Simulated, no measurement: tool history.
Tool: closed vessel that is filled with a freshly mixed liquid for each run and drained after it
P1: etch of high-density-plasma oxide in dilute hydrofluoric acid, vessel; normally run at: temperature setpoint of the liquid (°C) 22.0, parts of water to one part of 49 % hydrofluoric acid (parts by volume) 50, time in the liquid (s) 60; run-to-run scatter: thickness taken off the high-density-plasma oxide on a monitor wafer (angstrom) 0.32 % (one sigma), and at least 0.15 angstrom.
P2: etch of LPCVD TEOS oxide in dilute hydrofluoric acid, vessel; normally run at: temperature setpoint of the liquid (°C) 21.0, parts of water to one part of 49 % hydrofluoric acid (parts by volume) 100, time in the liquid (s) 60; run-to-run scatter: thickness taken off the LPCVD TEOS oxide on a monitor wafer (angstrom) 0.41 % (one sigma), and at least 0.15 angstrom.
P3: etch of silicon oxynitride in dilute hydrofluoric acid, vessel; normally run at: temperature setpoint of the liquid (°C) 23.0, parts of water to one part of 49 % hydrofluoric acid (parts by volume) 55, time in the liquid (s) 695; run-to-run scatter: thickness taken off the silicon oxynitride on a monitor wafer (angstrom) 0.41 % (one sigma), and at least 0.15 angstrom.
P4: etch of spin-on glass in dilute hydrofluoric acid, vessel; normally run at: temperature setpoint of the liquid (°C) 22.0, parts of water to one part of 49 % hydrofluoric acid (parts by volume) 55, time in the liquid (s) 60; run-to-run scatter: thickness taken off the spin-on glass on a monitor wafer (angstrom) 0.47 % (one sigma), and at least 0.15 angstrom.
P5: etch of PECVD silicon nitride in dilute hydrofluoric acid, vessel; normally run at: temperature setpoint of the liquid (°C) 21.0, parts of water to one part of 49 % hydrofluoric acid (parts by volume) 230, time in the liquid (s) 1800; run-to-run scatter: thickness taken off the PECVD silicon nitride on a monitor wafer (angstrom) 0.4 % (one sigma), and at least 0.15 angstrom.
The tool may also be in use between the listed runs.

| run | day | process that ran | temperature setpoint of the liquid (°C) | parts of water to one part of 49 % hydrofluoric acid (parts by volume) | time in the liquid (s) | hours since the thermometer was replaced | hours since the hydrofluoric acid flow meter was replaced | thickness taken off the high-density-plasma oxide on a monitor wafer (angstrom) | thickness taken off the PECVD silicon nitride on a monitor wafer (angstrom) | thickness taken off the LPCVD TEOS oxide on a monitor wafer (angstrom) | thickness taken off the spin-on glass on a monitor wafer (angstrom) | thickness taken off the silicon oxynitride on a monitor wafer (angstrom) |
|---|---|---|---|---|---|---|---|---|---|---|---|---|
| 1 | 0.600 | P1 | 22.0 | 50 | 60 | 662.8 | 1339.7 | 120.190 |  |  |  |  |
| 2 | 1.112 | P1 | 22.0 | 50 | 60 | 675.1 | 1352.0 | 119.290 |  |  |  |  |
| 3 | 1.562 | P1 | 22.0 | 20 | 60 | 685.9 | 1362.8 | 309.840 |  |  |  |  |
| 4 | 2.067 | P1 | 27.0 | 75 | 60 | 698.0 | 1374.9 | 94.344 |  |  |  |  |
| 5 | 2.542 | P1 | 22.0 | 50 | 60 | 709.4 | 1386.3 | 119.360 |  |  |  |  |
| 6 | 2.817 | P5 | 21.0 | 230 | 330 | 716.0 | 1392.9 |  | 25.852 |  |  |  |
| 7 | 3.371 | P2 | 21.0 | 140 | 60 | 729.3 | 1406.2 |  |  | 190.21 |  |  |
| 8 | 3.875 | P5 | 21.0 | 230 | 1800 | 741.4 | 1418.3 |  | 142.200 |  |  |  |
| 9 | 4.196 | P2 | 17.0 | 100 | 60 | 749.1 | 1426.0 |  |  | 233.72 |  |  |
| 10 | 4.554 | P4 | 22.0 | 55 | 60 | 757.7 | 1434.6 |  |  |  | 318.36 |  |
| 11 | 4.979 | P1 | 22.0 | 50 | 30 | 767.9 | 1444.8 | 59.674 |  |  |  |  |
| 12 | 5.392 | P3 | 23.0 | 55 | 145 | 777.8 | 1454.7 |  |  |  |  | 63.003 |
| 13 | 5.917 | P2 | 21.0 | 100 | 30 | 790.4 | 1467.3 |  |  | 139.13 |  |  |
| 14 | 6.283 | P3 | 30.5 | 55 | 695 | 799.2 | 1476.1 |  |  |  |  | 434.720 |
| 15 | 6.588 | P3 | 23.0 | 55 | 695 | 806.5 | 1483.4 |  |  |  |  | 303.320 |
| 16 | 6.896 | P5 | 17.0 | 230 | 1800 | 813.9 | 1490.8 |  | 108.870 |  |  |  |
| 17 | 7.354 | P3 | 23.0 | 55 | 695 | 824.9 | 1501.8 |  |  |  |  | 302.500 |
| 18 | 7.829 | P1 | 22.0 | 50 | 60 | 836.3 | 1513.2 | 120.530 |  |  |  |  |
| 19 | 8.100 | P3 | 23.0 | 20 | 695 | 842.8 | 1519.7 |  |  |  |  | 849.670 |
| 20 | 8.675 | P1 | 22.0 | 50 | 90 | 856.6 | 1533.5 | 179.480 |  |  |  |  |
| 21 | 9.192 | P1 | 22.0 | 50 | 60 | 869.0 | 1545.9 | 119.380 |  |  |  |  |
| 22 | 9.679 | P1 | 28.0 | 50 | 30 | 880.7 | 1557.6 | 76.463 |  |  |  |  |
| 23 | 10.108 | P4 | 22.0 | 20 | 60 | 891.0 | 1567.9 |  |  |  | 912.80 |  |
| 24 | 10.446 | P1 | 27.5 | 50 | 60 | 899.1 | 1576.0 | 149.830 |  |  |  |  |
| 25 | 10.875 | P1 | 22.0 | 80 | 60 | 909.4 | 1586.3 | 72.233 |  |  |  |  |
| 26 | 11.388 | P5 | 21.0 | 330 | 1800 | 921.7 | 1598.6 |  | 99.276 |  |  |  |
| 27 | 11.833 | P4 | 29.0 | 55 | 60 | 932.4 | 1609.3 |  |  |  | 417.58 |  |
| 28 | 12.379 | P1 | 17.0 | 50 | 60 | 945.5 | 1622.4 | 96.808 |  |  |  |  |
| 29 | 12.667 | P2 | 21.0 | 100 | 60 | 952.4 | 1629.3 |  |  | 277.17 |  |  |
| 30 | 13.171 | P4 | 22.0 | 55 | 30 | 964.5 | 1641.4 |  |  |  | 157.84 |  |
| 31 | 13.629 | P1 | 22.0 | 50 | 60 | 975.5 | 1652.4 | 120.010 |  |  |  |  |
| 32 | 14.175 | P1 | 22.0 | 50 | 60 | 988.6 | 1665.5 | 124.020 |  |  |  |  |
| 33 | 14.496 | P1 | 22.0 | 50 | 60 | 996.3 | 1673.2 | 124.800 |  |  |  |  |
| 34 | 14.912 | P1 | 22.0 | 50 | 60 | 1006.3 | 1683.2 | 127.350 |  |  |  |  |
| 35 | 15.517 | P1 | 22.0 | 50 | 60 | 1020.8 | 1697.7 | 127.900 |  |  |  |  |
| 36 | 16.038 | P1 | 22.0 | 50 | 60 | 1033.3 | 1710.2 | 129.640 |  |  |  |  |
| 37 | 16.312 | P1 | 22.0 | 50 | 60 | 1039.9 | 1716.8 | 129.810 |  |  |  |  |
| 38 | 16.742 | P1 | 22.0 | 50 | 60 | 1050.2 | 1727.1 | 129.270 |  |  |  |  |
| 39 | 17.058 | P1 | 22.0 | 50 | 60 | 1057.8 | 1734.7 | 130.050 |  |  |  |  |
| 40 | 17.333 | P1 | 22.0 | 50 | 60 | 1064.4 | 1741.3 | 129.430 |  |  |  |  |
| 41 | 17.696 | P1 | 22.0 | 50 | 60 | 1073.1 | 1750.0 | 129.860 |  |  |  |  |

The next listed run, before its measurement:
| 42 | 18.008 | P1 | 22.0 | 50 | 60 | 1080.6 | 1757.5 | ? |  |  |  |  |

thickness taken off the high-density-plasma oxide on a monitor wafer (angstrom): 130.780

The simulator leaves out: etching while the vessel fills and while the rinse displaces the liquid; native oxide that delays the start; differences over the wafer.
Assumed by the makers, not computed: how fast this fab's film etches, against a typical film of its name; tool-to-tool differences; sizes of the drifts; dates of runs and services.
